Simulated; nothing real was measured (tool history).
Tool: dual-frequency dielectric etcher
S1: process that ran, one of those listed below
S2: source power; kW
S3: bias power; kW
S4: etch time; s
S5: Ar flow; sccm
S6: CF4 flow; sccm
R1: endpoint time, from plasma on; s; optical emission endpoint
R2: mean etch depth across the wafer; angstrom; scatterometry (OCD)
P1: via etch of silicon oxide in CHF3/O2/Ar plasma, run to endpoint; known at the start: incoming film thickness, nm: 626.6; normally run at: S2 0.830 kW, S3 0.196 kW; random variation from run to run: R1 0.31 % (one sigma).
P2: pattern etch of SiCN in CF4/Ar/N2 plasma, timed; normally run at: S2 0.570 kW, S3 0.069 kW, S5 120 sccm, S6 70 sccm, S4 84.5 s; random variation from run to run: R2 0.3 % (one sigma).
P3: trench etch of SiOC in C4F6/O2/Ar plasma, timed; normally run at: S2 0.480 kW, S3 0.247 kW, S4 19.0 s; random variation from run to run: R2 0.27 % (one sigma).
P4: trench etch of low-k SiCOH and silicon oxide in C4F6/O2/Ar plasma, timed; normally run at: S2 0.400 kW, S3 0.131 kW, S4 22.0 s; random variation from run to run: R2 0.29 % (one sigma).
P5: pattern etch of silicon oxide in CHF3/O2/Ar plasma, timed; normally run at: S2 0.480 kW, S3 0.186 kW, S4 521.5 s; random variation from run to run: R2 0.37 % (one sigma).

{"run": 1, "hour": 3.3, "S1": "P1", "S2": 0.83, "S3": 0.196, "R1": 282.11}
{"run": 2, "hour": 6.3, "S1": "P5", "S2": 0.48, "S3": 0.186, "S4": 357.0, "R2": 6559.5}
{"run": 3, "hour": 9.7, "S1": "P5", "S2": 0.63, "S3": 0.186, "S4": 521.5, "R2": 10566.0}
{"run": 4, "hour": 11.9, "S1": "P1", "S2": 0.83, "S3": 0.196, "R1": 281.81}
{"run": 5, "hour": 14.4, "S1": "P1", "S2": 0.83, "S3": 0.196, "R1": 279.69}
{"run": 6, "hour": 18.4, "S1": "P1", "S2": 1.09, "S3": 0.124, "R1": 292.91}
{"run": 7, "hour": 21.6, "S1": "P3", "S2": 0.48, "S3": 0.247, "S4": 25.5, "R2": 628.09}
{"run": 8, "hour": 26.1, "S1": "P2", "S2": 0.57, "S3": 0.069, "S4": 84.5, "S5": 120, "S6": 70, "R2": 871.7}
{"run": 9, "hour": 29.8, "S1": "P1", "S2": 1.1, "S3": 0.196, "R1": 251.22}
{"run": 10, "hour": 32.2, "S1": "P5", "S2": 0.48, "S3": 0.186, "S4": 521.5, "R2": 9553.7}
{"run": 11, "hour": 34.5, "S1": "P5", "S2": 0.48, "S3": 0.186, "S4": 521.5, "R2": 9558.8}
{"run": 12, "hour": 39.3, "S1": "P1", "S2": 0.65, "S3": 0.196, "R1": 309.39}
{"run": 13, "hour": 43.7, "S1": "P5", "S2": 0.48, "S3": 0.234, "S4": 521.5, "R2": 10369.0}
{"run": 14, "hour": 47.5, "S1": "P3", "S2": 0.48, "S3": 0.247, "S4": 19.0, "R2": 470.75}
{"run": 15, "hour": 50.8, "S1": "P1", "S2": 1.05, "S3": 0.163, "R1": 272.75}
{"run": 16, "hour": 53.8, "S1": "P2", "S2": 0.57, "S3": 0.069, "S4": 84.5, "S5": 149, "S6": 70, "R2": 843.34}
{"run": 17, "hour": 56.1, "S1": "P2", "S2": 0.57, "S3": 0.069, "S4": 84.5, "S5": 120, "S6": 70, "R2": 868.52}
{"run": 18, "hour": 58.5, "S1": "P3", "S2": 0.65, "S3": 0.247, "S4": 19.0, "R2": 529.65}
{"hour": 61.5, "done": "bias power generator calibrated"}
{"run": 19, "hour": 61.7, "S1": "P1", "S2": 0.63, "S3": 0.265, "R1": 280.71}
{"run": 20, "hour": 66.6, "S1": "P3", "S2": 0.48, "S3": 0.247, "S4": 19.0, "R2": 469.52}
{"run": 21, "hour": 70.6, "S1": "P4", "S2": 0.4, "S3": 0.173, "S4": 22.0, "R2": 671.84}
{"run": 22, "hour": 73.0, "S1": "P2", "S2": 0.57, "S3": 0.069, "S4": 84.5, "S5": 120, "S6": 97, "R2": 912.47}
{"run": 23, "hour": 77.1, "S1": "P2", "S2": 0.57, "S3": 0.044, "S4": 84.5, "S5": 120, "S6": 70, "R2": 746.5}
{"run": 24, "hour": 82.0, "S1": "P4", "S2": 0.4, "S3": 0.131, "S4": 12.0, "R2": 339.17}
{"run": 25, "hour": 85.4, "S1": "P1", "S2": 0.83, "S3": 0.196, "R1": 279.79}
{"run": 26, "hour": 88.7, "S1": "P4", "S2": 0.4, "S3": 0.131, "S4": 22.0, "R2": 621.9}
{"run": 27, "hour": 93.3, "S1": "P1", "S2": 0.83, "S3": 0.115, "R1": 331.57}
{"run": 28, "hour": 97.3, "S1": "P2", "S2": 0.69, "S3": 0.069, "S4": 84.5, "S5": 120, "S6": 70, "R2": 1030.2}
{"run": 29, "hour": 101.8, "S1": "P1", "S2": 0.83, "S3": 0.196, "R1": 281.08}
{"run": 30, "hour": 105.6, "S1": "P1", "S2": 0.83, "S3": 0.236, "R1": 264.06}
{"run": 31, "hour": 108.4, "S1": "P4", "S2": 0.56, "S3": 0.131, "S4": 22.0, "R2": 708.43}
{"run": 32, "hour": 111.1, "S1": "P4", "S2": 0.4, "S3": 0.131, "S4": 22.0, "R2": 619.04}
{"run": 33, "hour": 116.0, "S1": "P3", "S2": 0.48, "S3": 0.334, "S4": 19.0, "R2": 521.66}
{"run": 34, "hour": 120.7, "S1": "P2", "S2": 0.57, "S3": 0.069, "S4": 103.0, "S5": 120, "S6": 70, "R2": 1063.0}
{"run": 35, "hour": 123.2, "S1": "P1", "S2": 0.83, "S3": 0.196, "R1": 281.0}
{"run": 36, "hour": 125.4, "S1": "P1", "S2": 0.83, "S3": 0.196, "R1": 280.53}
{"run": 37, "hour": 129.8, "S1": "P1", "S2": 0.83, "S3": 0.196, "R1": 284.56}
{"run": 38, "hour": 133.4, "S1": "P1", "S2": 0.83, "S3": 0.196, "R1": 284.8}
{"hour": 134.6, "done": "wet clean of the chamber"}
{"run": 39, "hour": 136.8, "S1": "P1", "S2": 0.83, "S3": 0.196, "R1": 284.97}
{"run": 40, "hour": 141.3, "S1": "P1", "S2": 0.83, "S3": 0.196, "R1": 285.69}
{"run": 41, "hour": 143.6, "S1": "P1", "S2": 0.83, "S3": 0.196, "R1": 285.04}
{"run": 42, "hour": 147.1, "S1": "P1", "S2": 0.83, "S3": 0.196, "R1": 284.36}

What P1 gives has crept away from where it was. These 2 causes fit the log equally well, each at the size given:
A: source power that arrives under what is set, % = 4.22
B: bias power that arrives under what is set, % = 4.85
The creep began at about hour 123.2.
Why every other cause is out:
chamber walls in a state that lowers the etch rate, %: serviced at hour 134.6, which brought nothing back

4 check runs are offered, one wafer each, their results left as question marks. Which one tells the causes apart?
{"run": "check 1", "hour": 150.6, "S1": "P4", "S2": 0.4, "S3": 0.131, "S4": 12.5, "R2": "?"}
{"run": "check 2", "hour": 150.6, "S1": "P5", "S2": 0.59, "S3": 0.186, "S4": 521.5, "R2": "?"}
{"run": "check 3", "hour": 150.6, "S1": "P3", "S2": 0.48, "S3": 0.331, "S4": 19.0, "R2": "?"}
{"run": "check 4", "hour": 150.6, "S1": "P2", "S2": 0.57, "S3": 0.069, "S4": 84.5, "S5": 120, "S6": 86, "R2": "?"}

What each check would give under each cause:
check=check_1 result=R2 if_A=346.49 if_B=347.40
check=check_2 result=R2 if_A=10188.00 if_B=10185.00
check=check_3 result=R2 if_A=511.12 if_B=510.54
check=check_4 result=R2 if_A=865.93 if_B=884.64
How far apart the two closest causes lie, in the result that separates them most: check 1 0.26 %; check 2 0.03 %; check 3 0.11 %; check 4 2.14 %
Check 4 tells the causes apart: in the others they would give nearly the same result.

Then check 4 was run and gave: R2 864.37 angstrom. Which cause is it?

It is A: source power that arrives under what is set, %.
